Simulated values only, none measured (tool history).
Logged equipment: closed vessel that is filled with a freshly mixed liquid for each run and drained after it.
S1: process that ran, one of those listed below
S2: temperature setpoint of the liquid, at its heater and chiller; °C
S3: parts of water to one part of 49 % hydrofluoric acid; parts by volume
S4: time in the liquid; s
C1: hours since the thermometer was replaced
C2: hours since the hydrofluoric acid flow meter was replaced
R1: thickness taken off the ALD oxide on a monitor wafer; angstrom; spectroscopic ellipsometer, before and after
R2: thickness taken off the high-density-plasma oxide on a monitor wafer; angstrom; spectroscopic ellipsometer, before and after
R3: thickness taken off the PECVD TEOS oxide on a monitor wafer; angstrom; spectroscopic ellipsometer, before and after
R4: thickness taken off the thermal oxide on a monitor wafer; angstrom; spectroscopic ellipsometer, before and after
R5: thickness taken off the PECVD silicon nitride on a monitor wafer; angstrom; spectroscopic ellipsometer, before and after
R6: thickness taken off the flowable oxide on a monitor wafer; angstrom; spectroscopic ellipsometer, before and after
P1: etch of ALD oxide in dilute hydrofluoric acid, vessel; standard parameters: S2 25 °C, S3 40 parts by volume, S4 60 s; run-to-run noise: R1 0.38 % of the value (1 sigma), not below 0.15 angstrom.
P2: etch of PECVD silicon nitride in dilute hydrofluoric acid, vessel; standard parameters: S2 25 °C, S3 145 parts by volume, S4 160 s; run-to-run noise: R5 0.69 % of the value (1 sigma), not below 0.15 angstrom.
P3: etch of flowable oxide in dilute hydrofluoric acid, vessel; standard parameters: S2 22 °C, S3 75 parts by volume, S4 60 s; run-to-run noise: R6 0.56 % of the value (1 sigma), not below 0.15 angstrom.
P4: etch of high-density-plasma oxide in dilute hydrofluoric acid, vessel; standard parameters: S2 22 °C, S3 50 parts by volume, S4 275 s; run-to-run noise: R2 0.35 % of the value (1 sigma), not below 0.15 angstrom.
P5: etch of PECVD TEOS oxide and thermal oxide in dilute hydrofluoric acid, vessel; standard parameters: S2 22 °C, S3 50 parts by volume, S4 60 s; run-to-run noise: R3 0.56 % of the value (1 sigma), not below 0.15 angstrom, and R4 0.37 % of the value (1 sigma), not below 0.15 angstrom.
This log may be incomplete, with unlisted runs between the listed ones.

Run 1, hour 13.3: S1 P1, S2 25 °C, S3 40 parts by volume, S4 60 s; C1 1273.1; C2 526.9. Result: R1 310.51 angstrom.
Run 2, hour 22.2: S1 P4, S2 22 °C, S3 50 parts by volume, S4 275 s; C1 1282; C2 535.8. Result: R2 381.39 angstrom.
Run 3, hour 34.9: S1 P1, S2 25 °C, S3 70 parts by volume, S4 60 s; C1 1294.7; C2 548.5. Result: R1 170.03 angstrom.
Run 4, hour 44.1: S1 P5, S2 22 °C, S3 50 parts by volume, S4 60 s; C1 1303.9; C2 557.7. Result: R3 173.95 angstrom, R4 57.43 angstrom.
Run 5, hour 57.7: S1 P5, S2 22 °C, S3 50 parts by volume, S4 120 s; C1 1317.5; C2 571.3. Result: R3 348.79 angstrom, R4 113.92 angstrom.
Run 6, hour 71.6: S1 P1, S2 18.5 °C, S3 40 parts by volume, S4 60 s; C1 1331.4; C2 585.2. Result: R1 235.81 angstrom.
Run 7, hour 79.6: S1 P1, S2 32.5 °C, S3 40 parts by volume, S4 60 s; C1 1339.4; C2 593.2. Result: R1 418.63 angstrom.
Run 8, hour 90.4: S1 P4, S2 22 °C, S3 50 parts by volume, S4 275 s; C1 1350.2; C2 604. Result: R2 379.91 angstrom.
Run 9, hour 99.9: S1 P2, S2 25 °C, S3 145 parts by volume, S4 160 s; C1 1359.7; C2 613.5. Result: R5 40.784 angstrom.
Run 10, hour 113.9: S1 P1, S2 25 °C, S3 40 parts by volume, S4 115 s; C1 1373.7; C2 627.5. Result: R1 594.68 angstrom.
Run 11, hour 125.2: S1 P3, S2 22 °C, S3 75 parts by volume, S4 60 s; C1 1385; C2 638.8. Result: R6 344.26 angstrom.
Run 12, hour 136.9: S1 P3, S2 22 °C, S3 75 parts by volume, S4 30 s; C1 1396.7; C2 650.5. Result: R6 169.96 angstrom.
Run 13, hour 149.7: S1 P4, S2 22 °C, S3 25 parts by volume, S4 275 s; C1 1409.5; C2 663.3. Result: R2 789.9 angstrom.
Run 14, hour 164.3: S1 P2, S2 25 °C, S3 145 parts by volume, S4 315 s; C1 1424.1; C2 677.9. Result: R5 80.28 angstrom.
Run 15, hour 171.5: S1 P1, S2 25 °C, S3 40 parts by volume, S4 30 s; C1 1431.3; C2 685.1. Result: R1 155.88 angstrom.
Run 16, hour 179.5: S1 P1, S2 21 °C, S3 25 parts by volume, S4 60 s; C1 1439.3; C2 693.1. Result: R1 427.16 angstrom.
Run 17, hour 193.9: S1 P1, S2 25 °C, S3 25 parts by volume, S4 60 s; C1 1453.7; C2 707.5. Result: R1 509.64 angstrom.
Run 18, hour 205.1: S1 P3, S2 27.5 °C, S3 75 parts by volume, S4 60 s; C1 1464.9; C2 718.7. Result: R6 429.09 angstrom.
At hour 205.2: thermometer replaced.
Run 19, hour 219.2: S1 P2, S2 17 °C, S3 145 parts by volume, S4 160 s; C1 14; C2 732.8. Result: R5 23.902 angstrom.
Run 20, hour 228.8: S1 P1, S2 32.5 °C, S3 40 parts by volume, S4 35 s; C1 23.6; C2 742.4. Result: R1 245.35 angstrom.
Run 21, hour 242.8: S1 P3, S2 22 °C, S3 110 parts by volume, S4 60 s; C1 37.6; C2 756.4. Result: R6 225.33 angstrom.
Run 22, hour 253.6: S1 P1, S2 25 °C, S3 40 parts by volume, S4 60 s; C1 48.4; C2 767.2. Result: R1 309.42 angstrom.
Run 23, hour 265.6: S1 P1, S2 25 °C, S3 40 parts by volume, S4 60 s; C1 60.4; C2 779.2. Result: R1 308.84 angstrom.
Run 24, hour 276.5: S1 P2, S2 25 °C, S3 255 parts by volume, S4 160 s; C1 71.3; C2 790.1. Result: R5 22.989 angstrom.
Run 25, hour 285.8: S1 P4, S2 22 °C, S3 50 parts by volume, S4 80 s; C1 80.6; C2 799.4. Result: R2 110.87 angstrom.
Run 26, hour 295.2: S1 P1, S2 25 °C, S3 40 parts by volume, S4 60 s; C1 90; C2 808.8. Result: R1 309.72 angstrom.
Run 27, hour 303.8: S1 P1, S2 30.5 °C, S3 40 parts by volume, S4 100 s; C1 98.6; C2 817.4. Result: R1 644.69 angstrom.
Run 28, hour 318.4: S1 P5, S2 22 °C, S3 75 parts by volume, S4 60 s; C1 113.2; C2 832. Result: R3 113.42 angstrom, R4 37.086 angstrom.
Run 29, hour 331.5: S1 P4, S2 17 °C, S3 50 parts by volume, S4 275 s; C1 126.3; C2 845.1. Result: R2 307.27 angstrom.
Run 30, hour 345.2: S1 P1, S2 25 °C, S3 40 parts by volume, S4 60 s; C1 140; C2 858.8. Result: R1 311 angstrom.
Run 31, hour 359.3: S1 P5, S2 17 °C, S3 50 parts by volume, S4 60 s; C1 154.1; C2 872.9. Result: R3 139.65 angstrom, R4 46.26 angstrom.
Run 32, hour 372.4: S1 P1, S2 25 °C, S3 40 parts by volume, S4 60 s; C1 167.2; C2 886. Result: R1 309.38 angstrom.
Run 33, hour 382: S1 P1, S2 25 °C, S3 40 parts by volume, S4 60 s; C1 176.8; C2 895.6. Result: R1 317.39 angstrom.
Run 34, hour 395.5: S1 P1, S2 25 °C, S3 40 parts by volume, S4 60 s; C1 190.3; C2 909.1. Result: R1 321.82 angstrom.
Run 35, hour 403.2: S1 P1, S2 25 °C, S3 40 parts by volume, S4 60 s; C1 198; C2 916.8. Result: R1 327.05 angstrom.
Run 36, hour 414.1: S1 P1, S2 25 °C, S3 40 parts by volume, S4 60 s; C1 208.9; C2 927.7. Result: R1 328.65 angstrom.
Run 37, hour 422.3: S1 P1, S2 25 °C, S3 40 parts by volume, S4 60 s; C1 217.1; C2 935.9. Result: R1 328.68 angstrom.
Run 38, hour 429.6: S1 P1, S2 25 °C, S3 40 parts by volume, S4 60 s; C1 224.4; C2 943.2. Result: R1 331.49 angstrom.
Run 39, hour 436.6: S1 P1, S2 25 °C, S3 40 parts by volume, S4 60 s; C1 231.4; C2 950.2. Result: R1 333.03 angstrom.
Run 40, hour 446.8: S1 P1, S2 25 °C, S3 40 parts by volume, S4 60 s; C1 241.6; C2 960.4. Result: R1 331.9 angstrom.
Run 41, hour 459.1: S1 P1, S2 25 °C, S3 40 parts by volume, S4 60 s; C1 253.9; C2 972.7. Result: R1 332.21 angstrom.
Run 42, hour 472: S1 P1, S2 25 °C, S3 40 parts by volume, S4 60 s; C1 266.8; C2 985.6. Result: R1 334.51 angstrom.

P1 no longer gives what it gave before; its output has crept away from where it was. The following 2 causes, each at its listed size, fit the log equally well:
A: liquid hotter than its thermometer reads (K) = 1.65
B: hydrofluoric acid flow above the setpoint (%) = 6.6
At approximately hour 372.4, the process output began to creep.

The list below offers 4 check runs, each averaging the results of 3 wafers, and shows each result as a question mark. For which of them would the listed causes give clearly different results?
Run check 1, hour 484.9: S1 P4, S2 22 °C, S3 50 parts by volume, S4 145 s. Result: R2 ?.
Run check 2, hour 484.9: S1 P3, S2 22 °C, S3 110 parts by volume, S4 30 s. Result: R6 ?.
Run check 3, hour 484.9: S1 P5, S2 22 °C, S3 70 parts by volume, S4 100 s. Result: R3 ?, R4 ?.
Run check 4, hour 484.9: S1 P2, S2 17.5 °C, S3 245 parts by volume, S4 160 s. Result: R5 ?.

Outcome of each check run for each possible cause:
  check  result    if A    if B
check 1      R2  214.57  214.44
check 2      R6  119.56   120.3
check 3      R3  216.43  216.79
check 3      R4  71.117  71.236
check 4      R5  16.648   15.88
Minimum pairwise separation of causes per check, each pair taken at its best-separating result: check 1 0.06 %; check 2 0.62 %; check 3 0.17 %; check 4 4.72 %
Only check 4 tells the causes apart: in the others they would give nearly the same result.

Then check 4 was run and gave: R5 16.662 angstrom. Which cause is it?

It is A: liquid hotter than its thermometer reads (K).
